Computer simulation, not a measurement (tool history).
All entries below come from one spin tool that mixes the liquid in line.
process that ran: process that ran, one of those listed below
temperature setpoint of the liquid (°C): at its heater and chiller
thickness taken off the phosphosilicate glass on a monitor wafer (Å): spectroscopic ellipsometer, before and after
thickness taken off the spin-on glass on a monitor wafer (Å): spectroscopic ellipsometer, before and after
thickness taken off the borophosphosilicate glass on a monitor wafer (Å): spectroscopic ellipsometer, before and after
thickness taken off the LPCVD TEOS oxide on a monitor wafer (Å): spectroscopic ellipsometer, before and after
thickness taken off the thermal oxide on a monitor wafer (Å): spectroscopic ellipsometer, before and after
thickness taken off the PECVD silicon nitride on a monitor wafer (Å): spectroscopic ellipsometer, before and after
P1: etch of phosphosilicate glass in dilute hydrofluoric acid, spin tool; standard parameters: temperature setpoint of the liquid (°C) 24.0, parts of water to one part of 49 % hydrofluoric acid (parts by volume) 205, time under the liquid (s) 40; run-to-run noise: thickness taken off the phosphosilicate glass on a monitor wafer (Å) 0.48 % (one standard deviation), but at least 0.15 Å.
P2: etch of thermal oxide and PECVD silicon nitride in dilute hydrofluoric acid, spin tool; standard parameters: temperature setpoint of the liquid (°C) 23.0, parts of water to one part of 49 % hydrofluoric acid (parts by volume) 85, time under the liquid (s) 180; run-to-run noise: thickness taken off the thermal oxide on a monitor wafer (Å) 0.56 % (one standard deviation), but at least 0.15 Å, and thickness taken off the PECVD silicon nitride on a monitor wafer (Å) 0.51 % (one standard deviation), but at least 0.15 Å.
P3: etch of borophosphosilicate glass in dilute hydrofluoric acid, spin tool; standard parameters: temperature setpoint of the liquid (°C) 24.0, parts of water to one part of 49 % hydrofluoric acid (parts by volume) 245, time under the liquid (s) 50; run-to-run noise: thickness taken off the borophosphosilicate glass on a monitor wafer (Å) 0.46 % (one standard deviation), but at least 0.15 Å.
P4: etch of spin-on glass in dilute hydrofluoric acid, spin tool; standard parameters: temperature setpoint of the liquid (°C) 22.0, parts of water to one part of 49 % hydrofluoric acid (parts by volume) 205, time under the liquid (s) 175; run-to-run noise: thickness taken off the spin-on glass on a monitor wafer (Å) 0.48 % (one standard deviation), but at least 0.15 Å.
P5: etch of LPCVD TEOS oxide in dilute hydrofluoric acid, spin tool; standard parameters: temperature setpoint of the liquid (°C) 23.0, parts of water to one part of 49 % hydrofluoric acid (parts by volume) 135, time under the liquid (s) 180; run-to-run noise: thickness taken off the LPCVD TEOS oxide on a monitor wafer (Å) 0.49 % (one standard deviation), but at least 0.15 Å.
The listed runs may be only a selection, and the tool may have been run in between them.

run,hour,process that ran,temperature setpoint of the liquid (°C),parts of water to one part of 49 % hydrofluoric acid (parts by volume),time under the liquid (s),thickness taken off the phosphosilicate glass on a monitor wafer (Å),thickness taken off the spin-on glass on a monitor wafer (Å),thickness taken off the borophosphosilicate glass on a monitor wafer (Å),thickness taken off the LPCVD TEOS oxide on a monitor wafer (Å),thickness taken off the thermal oxide on a monitor wafer (Å),thickness taken off the PECVD silicon nitride on a monitor wafer (Å)
1,16.1,P1,24.0,205,40,212.970,,,,,
2,28.8,P1,19.0,110,40,360.820,,,,,
3,38.7,P1,24.0,205,40,212.990,,,,,
4,49.2,P1,24.0,370,40,99.937,,,,,
5,58.3,P1,24.0,205,65,344.090,,,,,
6,66.4,P4,22.0,205,15,,20.488,,,,
7,80.0,P1,24.0,130,20,183.440,,,,,
8,92.4,P4,22.0,205,175,,237.630,,,,
9,101.6,P3,24.0,105,50,,,242.990,,,
10,108.8,P5,23.0,135,25,,,,35.103,,
11,121.0,P5,31.0,135,180,,,,341.410,,
12,132.3,P1,24.0,205,40,210.860,,,,,
13,148.0,P2,23.0,85,180,,,,,95.011,50.840
14,161.9,P3,18.5,245,50,,,72.522,,,
15,176.4,P2,23.0,20,180,,,,,439.560,205.340
16,187.1,P4,17.0,205,175,,197.220,,,,
# hour 193.5: hydrofluoric acid flow meter replaced
17,197.0,P1,27.5,205,40,238.640,,,,,
18,206.4,P1,24.0,205,40,211.750,,,,,
# hour 210.9: thermometer replaced
19,221.7,P4,22.0,205,175,,239.040,,,,
20,236.6,P1,24.0,205,15,78.831,,,,,
21,249.9,P1,24.0,205,40,212.710,,,,,
22,264.9,P2,18.0,85,180,,,,,77.970,35.809
23,277.9,P5,23.0,195,180,,,,164.290,,
24,285.9,P1,24.0,110,40,437.580,,,,,
25,300.6,P1,24.0,55,70,1649.400,,,,,
26,311.7,P4,22.0,130,175,,410.030,,,,
27,325.8,P2,23.0,85,355,,,,,189.210,99.637
28,334.3,P1,20.0,205,40,182.490,,,,,
29,347.7,P5,23.0,135,180,,,,252.300,,
30,363.6,P3,24.0,245,50,,,89.980,,,
31,376.2,P5,23.0,135,180,,,,252.750,,
32,386.2,P3,24.0,245,90,,,161.340,,,
33,398.8,P1,24.0,205,40,211.380,,,,,
34,412.7,P1,24.0,205,40,212.900,,,,,
35,425.2,P1,24.0,205,40,205.290,,,,,
36,434.7,P1,24.0,205,40,202.860,,,,,
37,450.3,P1,24.0,205,40,196.740,,,,,
38,458.8,P1,24.0,205,40,196.000,,,,,
39,472.2,P1,24.0,205,40,194.160,,,,,
40,479.9,P1,24.0,205,40,195.720,,,,,
41,494.4,P1,24.0,205,40,194.430,,,,,
42,505.0,P1,24.0,205,40,193.910,,,,,
43,518.9,P1,24.0,205,40,194.000,,,,,
44,527.9,P1,24.0,205,40,194.600,,,,,

Compared with where it was, what P1 gives has crept away. Each cause listed below fits the log as well as the rest, at the size given for it:
A: hydrofluoric acid flow below the setpoint (%) = 7.17
B: liquid colder than its thermometer reads (K) = 2.45
The drift started at roughly hour 412.7.

Listed below are the offered check runs, one wafer per run, with question marks in place of results. For which of them would the causes give clearly different outcomes?
check 1,536.9,P4,22.0,205,15,,?,,,,
check 2,536.9,P3,19.0,245,50,,,?,,,
check 3,536.9,P2,23.0,25,340,,,,,?,?
check 4,536.9,P5,29.0,180,180,,,,?,,

If the cause were each of the candidates in turn, the checks would give the following:
check,result,if A,if B
check 1,thickness taken off the spin-on glass on a monitor wafer (Å),18.680,18.622
check 2,thickness taken off the borophosphosilicate glass on a monitor wafer (Å),67.703,67.500
check 3,thickness taken off the thermal oxide on a monitor wafer (Å),612.520,595.750
check 3,thickness taken off the PECVD silicon nitride on a monitor wafer (Å),292.810,265.320
check 4,thickness taken off the LPCVD TEOS oxide on a monitor wafer (Å),205.330,205.990
Smallest distance between any two causes, each pair judged by its most separating result, in per cent: check 1 0.31 %; check 2 0.3 %; check 3 9.86 %; check 4 0.32 %
The other checks would show nearly matching results whichever cause is true, so check 3 is the only one that separates the causes.

With check 3 done, the readings were: thickness taken off the thermal oxide on a monitor wafer (Å) 613.900; thickness taken off the PECVD silicon nitride on a monitor wafer (Å) 294.620. Identify which of the listed causes applies.

A is the cause: hydrofluoric acid flow below the setpoint (%).
